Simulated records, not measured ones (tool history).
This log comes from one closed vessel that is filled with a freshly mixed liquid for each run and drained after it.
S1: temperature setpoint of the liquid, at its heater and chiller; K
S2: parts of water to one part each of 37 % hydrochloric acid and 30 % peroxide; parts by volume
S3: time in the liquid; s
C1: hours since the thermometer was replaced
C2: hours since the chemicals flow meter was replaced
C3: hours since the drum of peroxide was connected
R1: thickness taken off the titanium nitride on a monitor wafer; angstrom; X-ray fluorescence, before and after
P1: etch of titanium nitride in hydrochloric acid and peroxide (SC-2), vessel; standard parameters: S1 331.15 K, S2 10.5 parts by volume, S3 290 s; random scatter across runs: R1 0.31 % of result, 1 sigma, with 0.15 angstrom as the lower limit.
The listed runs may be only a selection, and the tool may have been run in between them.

| run | hour | S1 | S2 | S3 | C1 | C2 | C3 | R1 |
|---|---|---|---|---|---|---|---|---|
| 1 | 2.1 | 331.15 | 10.5 | 290 | 95.2 | 367.0 | 401.7 | 148.150 |
| 2 | 6.0 | 331.15 | 18.0 | 290 | 99.1 | 370.9 | 405.6 | 93.104 |
| 3 | 9.4 | 331.15 | 10.5 | 70 | 102.5 | 374.3 | 409.0 | 36.189 |
| 4 | 11.6 | 343.15 | 10.5 | 290 | 104.7 | 376.5 | 411.2 | 309.070 |
| 5 | 14.6 | 315.15 | 10.5 | 290 | 107.7 | 379.5 | 414.2 | 51.649 |
|  | 15.3 | chemicals flow meter replaced |
| 6 | 17.1 | 331.15 | 10.5 | 550 | 110.2 | 1.9 | 416.7 | 283.080 |
| 7 | 21.6 | 331.15 | 10.5 | 290 | 114.7 | 6.4 | 421.2 | 148.690 |
| 8 | 24.4 | 322.65 | 10.5 | 565 | 117.5 | 9.2 | 424.0 | 166.010 |
| 9 | 27.3 | 331.15 | 10.5 | 290 | 120.4 | 12.1 | 426.9 | 148.610 |
| 10 | 31.0 | 331.15 | 10.5 | 290 | 124.1 | 15.8 | 430.6 | 148.920 |
| 11 | 35.0 | 331.15 | 4.0 | 290 | 128.1 | 19.8 | 434.6 | 310.210 |
| 12 | 38.9 | 331.15 | 10.5 | 290 | 132.0 | 23.7 | 438.5 | 148.500 |
| 13 | 41.6 | 331.15 | 10.5 | 290 | 134.7 | 26.4 | 441.2 | 149.510 |
| 14 | 45.0 | 331.15 | 10.5 | 290 | 138.1 | 29.8 | 444.6 | 154.170 |
| 15 | 48.0 | 331.15 | 10.5 | 290 | 141.1 | 32.8 | 447.6 | 157.170 |
| 16 | 52.3 | 331.15 | 10.5 | 290 | 145.4 | 37.1 | 451.9 | 158.450 |
| 17 | 55.0 | 331.15 | 10.5 | 290 | 148.1 | 39.8 | 454.6 | 160.630 |
| 18 | 57.9 | 331.15 | 10.5 | 290 | 151.0 | 42.7 | 457.5 | 160.350 |
| 19 | 60.2 | 331.15 | 10.5 | 290 | 153.3 | 45.0 | 459.8 | 160.010 |

Compared with where it was, what P1 gives has crept away. Each cause listed below fits the log as well as the rest, at the size given for it:
A: chemicals flow above the setpoint (%) = 9.45
B: liquid hotter than its thermometer reads (K) = 1.2
Onset of the creep was near hour 41.6.
The rest of the possible causes, and what rules out each one:
peroxide weaker than its label (%): at most 8, giving a -7.4 % change in R1: too small, or against the direction of the creep

The 4 check runs listed below each average the results of 2 wafers, and their outcomes are marked with question marks. Under which run would the listed causes produce clearly different results?
| check 1 | 62.5 | 320.65 | 4.0 | 290 |  |  |  | ? |
| check 2 | 62.5 | 331.15 | 17.5 | 105 |  |  |  | ? |
| check 3 | 62.5 | 331.15 | 16.5 | 290 |  |  |  | ? |
| check 4 | 62.5 | 331.15 | 14.5 | 415 |  |  |  | ? |

If the cause were each of the candidates in turn, the checks would give the following:
| check | result | if A | if B |
|---|---|---|---|
| check 1 | R1 | 165.390 | 169.020 |
| check 2 | R1 | 37.474 | 37.297 |
| check 3 | R1 | 109.040 | 108.580 |
| check 4 | R1 | 174.740 | 174.220 |
Per check, the gap between the least separated pair of causes, taken in the result that splits them most: check 1 2.17 %; check 2 0.47 %; check 3 0.42 %; check 4 0.3 %
Check 1 is the one run that separates the causes; every other check would come out nearly the same whichever cause is at work.

Here is what check 1 returned: R1 165.640 angstrom. Which cause is it?

It is A: chemicals flow above the setpoint (%).
